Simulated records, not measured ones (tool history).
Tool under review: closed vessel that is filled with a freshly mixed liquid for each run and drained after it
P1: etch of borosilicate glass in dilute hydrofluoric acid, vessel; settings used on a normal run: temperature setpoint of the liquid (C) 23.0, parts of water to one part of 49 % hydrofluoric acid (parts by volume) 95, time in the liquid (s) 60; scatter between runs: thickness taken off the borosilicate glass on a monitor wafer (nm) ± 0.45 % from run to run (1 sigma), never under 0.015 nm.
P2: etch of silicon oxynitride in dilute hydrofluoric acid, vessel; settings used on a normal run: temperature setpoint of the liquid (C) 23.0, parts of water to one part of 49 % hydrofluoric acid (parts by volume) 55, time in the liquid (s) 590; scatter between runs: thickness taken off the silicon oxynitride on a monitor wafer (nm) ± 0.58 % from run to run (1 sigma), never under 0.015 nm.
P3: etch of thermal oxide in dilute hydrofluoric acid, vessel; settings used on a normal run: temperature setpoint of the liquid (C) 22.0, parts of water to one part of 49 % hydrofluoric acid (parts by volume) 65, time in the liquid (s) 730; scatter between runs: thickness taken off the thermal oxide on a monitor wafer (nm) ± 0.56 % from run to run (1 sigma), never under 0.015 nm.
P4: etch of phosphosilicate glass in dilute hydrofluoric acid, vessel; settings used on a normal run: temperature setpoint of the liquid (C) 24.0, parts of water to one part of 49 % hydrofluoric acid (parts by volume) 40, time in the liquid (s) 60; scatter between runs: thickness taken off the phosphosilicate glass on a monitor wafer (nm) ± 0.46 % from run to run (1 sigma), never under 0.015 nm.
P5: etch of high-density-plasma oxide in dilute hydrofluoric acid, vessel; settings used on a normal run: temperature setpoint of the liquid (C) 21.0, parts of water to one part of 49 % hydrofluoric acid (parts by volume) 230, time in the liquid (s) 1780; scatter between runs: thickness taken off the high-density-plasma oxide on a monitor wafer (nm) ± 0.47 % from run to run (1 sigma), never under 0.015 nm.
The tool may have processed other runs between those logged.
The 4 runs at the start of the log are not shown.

run	hour	process that ran	temperature setpoint of the liquid (C)	parts of water to one part of 49 % hydrofluoric acid (parts by volume)	time in the liquid (s)	hours since the thermometer was replaced	hours since the hydrofluoric acid flow meter was replaced	thickness taken off the borosilicate glass on a monitor wafer (nm)	thickness taken off the silicon oxynitride on a monitor wafer (nm)	thickness taken off the phosphosilicate glass on a monitor wafer (nm)	thickness taken off the high-density-plasma oxide on a monitor wafer (nm)	thickness taken off the thermal oxide on a monitor wafer (nm)
5	24.2	P4	32.0	40	60	433.3	950.7			259.400		
6	31.5	P1	23.0	95	60	440.6	958.0	21.463				
7	38.4	P1	23.0	95	115	447.5	964.9	41.725				
8	46.3	P5	21.0	230	1780	455.4	972.8				29.833	
9	52.0	P1	23.0	95	60	461.1	978.5	21.894				
10	56.6	P1	17.0	95	35	465.7	983.1	9.814				
11	63.2	P1	23.0	95	60	472.3	989.7	21.786				
12	70.2	P2	23.0	55	1095	479.3	996.7		28.781			
13	75.9	P2	23.0	20	590	485.0	1002.4		43.923			
14	79.4	P1	17.0	95	60	488.5	1005.9	16.998				
15	87.1	P1	23.0	95	60	496.2	1013.6	21.561				
16	91.7	P4	24.0	40	30	500.8	1018.2			94.393		
17	96.7	P4	24.0	40	60	505.8	1023.2			186.090		
18	100.3	P1	23.0	95	30	509.4	1026.8	10.872				
19	104.6	P2	23.0	55	590	513.7	1031.1		15.694			
20	110.9	P1	18.5	55	60	520.0	1037.4	32.779				
21	118.5	P3	22.0	35	730	527.6	1045.0					100.73
22	123.6	P5	17.0	230	1780	532.7	1050.1				25.880	
23	128.9	P1	23.0	40	60	538.0	1055.4	54.958				
24	136.6	P3	29.0	65	730	545.7	1063.1					69.38

Run 25 comes next. What will it give?
25	142.5	P2	23.0	55	590	551.6	1069.0		?			

{"run 25": {"thickness taken off the silicon oxynitride on a monitor wafer (nm)": 15.647}}
